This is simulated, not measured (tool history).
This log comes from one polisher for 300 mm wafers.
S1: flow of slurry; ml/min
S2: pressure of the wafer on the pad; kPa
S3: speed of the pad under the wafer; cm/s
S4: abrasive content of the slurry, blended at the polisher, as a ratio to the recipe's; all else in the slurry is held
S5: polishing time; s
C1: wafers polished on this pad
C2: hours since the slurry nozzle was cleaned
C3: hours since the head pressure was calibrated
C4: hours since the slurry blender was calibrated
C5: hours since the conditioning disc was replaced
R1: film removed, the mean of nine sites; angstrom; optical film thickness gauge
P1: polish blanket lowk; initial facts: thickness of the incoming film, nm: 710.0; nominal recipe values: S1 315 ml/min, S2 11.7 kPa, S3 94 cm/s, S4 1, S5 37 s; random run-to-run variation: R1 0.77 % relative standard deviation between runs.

run,hour,S1,S2,S3,S4,S5,C1,C2,C3,C4,C5,R1
1,5.9,315,11.7,94,1,37,737,95.3,394.9,68.9,338.4,119.83
2,8.7,315,11.7,94,1,56,761,98.1,397.7,71.7,341.2,181.39
3,13.4,315,11.7,94,1,19,802,102.8,402.4,76.4,345.9,61.661
4,18.6,315,11.7,94,1,37,847,108,407.6,81.6,351.1,120.52
# hour 19.5: conditioning disc replaced and pad reconditioned
5,22.4,315,17.9,94,1,37,881,111.8,411.4,85.4,2.9,183.53
6,28.1,190,17.2,94,1,37,930,117.5,417.1,91.1,8.6,165.59
7,33.9,315,11.7,120,1,37,981,123.3,422.9,96.9,14.4,146.81
8,39.4,225,11.7,94,1.25,37,1029,128.8,428.4,102.4,19.9,128.94
9,43.6,315,11.7,52,1,37,1065,133,432.6,106.6,24.1,74.874
10,47,315,6.9,94,0.55,37,1095,136.4,436,110,27.5,51.951
11,52.5,315,5.5,94,1,37,1143,141.9,441.5,115.5,33,56.27
12,57.8,315,11.7,94,0.6,37,1189,147.2,446.8,120.8,38.3,91.963
13,63.7,315,11.7,94,1,37,1240,153.1,452.7,126.7,44.2,119.76
# hour 65.9: slurry nozzle cleaned
14,68.7,190,11.7,94,1,37,1284,2.9,457.7,131.7,49.2,115.56
15,71.9,315,11.7,94,1,37,1312,6.1,460.9,134.9,52.4,118.13
# hour 73: slurry blender recalibrated
16,77.3,315,11.7,94,1,37,1359,11.5,466.3,4.4,57.8,121.74
17,80.9,485,11.7,94,1,37,1390,15.1,469.9,8,61.4,123.78
18,84.8,315,11.7,94,1,37,1424,19,473.8,11.9,65.3,118.19
19,88.2,315,11.7,94,1.35,37,1454,22.4,477.2,15.3,68.7,135.55
20,92.2,315,11.7,94,1,37,1489,26.4,481.2,19.3,72.7,120.45
21,97.7,315,11.7,94,1,37,1536,31.9,486.7,24.8,78.2,115.47
22,103,315,11.7,94,1,37,1583,37.2,492,30.1,83.5,111.45
23,109.1,315,11.7,94,1,37,1636,43.3,498.1,36.2,89.6,110.1
# hour 112.1: conditioning disc replaced and pad reconditioned
24,112.3,315,11.7,94,1,37,1664,46.5,501.3,39.4,0.2,107.7
25,116.2,315,11.7,94,1,37,1698,50.4,505.2,43.3,4.1,108.02
# hour 119: head pressure recalibrated
26,122.2,315,11.7,94,1,37,1750,56.4,3.2,49.3,10.1,106.7
27,125.1,315,11.7,94,1,37,1775,59.3,6.1,52.2,13,106.4
28,128.7,315,11.7,94,1,37,1806,62.9,9.7,55.8,16.6,105.7
29,132.5,315,11.7,94,1,37,1840,66.7,13.5,59.6,20.4,105.69
30,138.2,315,11.7,94,1,37,1889,72.4,19.2,65.3,26.1,104.48
31,142.2,315,11.7,94,1,37,1924,76.4,23.2,69.3,30.1,104.24

P1 has crept away from where it was. The log is fitted equally well by each of these 2 causes, at the sizes shown:
A: abrasive missing from the slurry, % = 25.2
B: removal rate lost through wear of the pad, % = 13.3
The creep began at about hour 92.2.
Each remaining cause and why it is not a fit:
slurry flow missing at the pad, %: can reach only 40, and even then R1 would move by -5.4 %, too little or the wrong way
head's pressure below its setpoint, %: maintenance at hour 119, after the shift began, did not return the process to its former output
time polished since the conditioner stopped cutting, s: maintenance at hour 112.1, after the shift began, did not return the process to its former output

Below are 4 check runs, each averaged over 5 wafers, with their results shown as question marks. Which of them would give clearly different results depending on which cause is behind the drift?
check 1,146.2,315,6.9,94,0.7,37,,,,,,?
check 2,146.2,235,11.7,94,1,21,,,,,,?
check 3,146.2,315,11.7,72,1,37,,,,,,?
check 4,146.2,475,11.7,94,1,37,,,,,,?

If the cause were each of the candidates in turn, the checks would give the following:
check,result,if A,if B
check 1,R1,50.112,51.402
check 2,R1,57.59,57.576
check 3,R1,84.371,84.351
check 4,R1,107.49,107.46
Minimum pairwise separation of causes per check, each pair taken at its best-separating result: check 1 2.54 %; check 2 0.02 %; check 3 0.02 %; check 4 0.02 %
Only in check 1 would the causes give clearly different results; in the remaining checks their results would be nearly the same.

Check 1 was carried out, with these results: R1 50.175 angstrom. Which of the listed causes is responsible?

It was cause A: abrasive missing from the slurry, %.

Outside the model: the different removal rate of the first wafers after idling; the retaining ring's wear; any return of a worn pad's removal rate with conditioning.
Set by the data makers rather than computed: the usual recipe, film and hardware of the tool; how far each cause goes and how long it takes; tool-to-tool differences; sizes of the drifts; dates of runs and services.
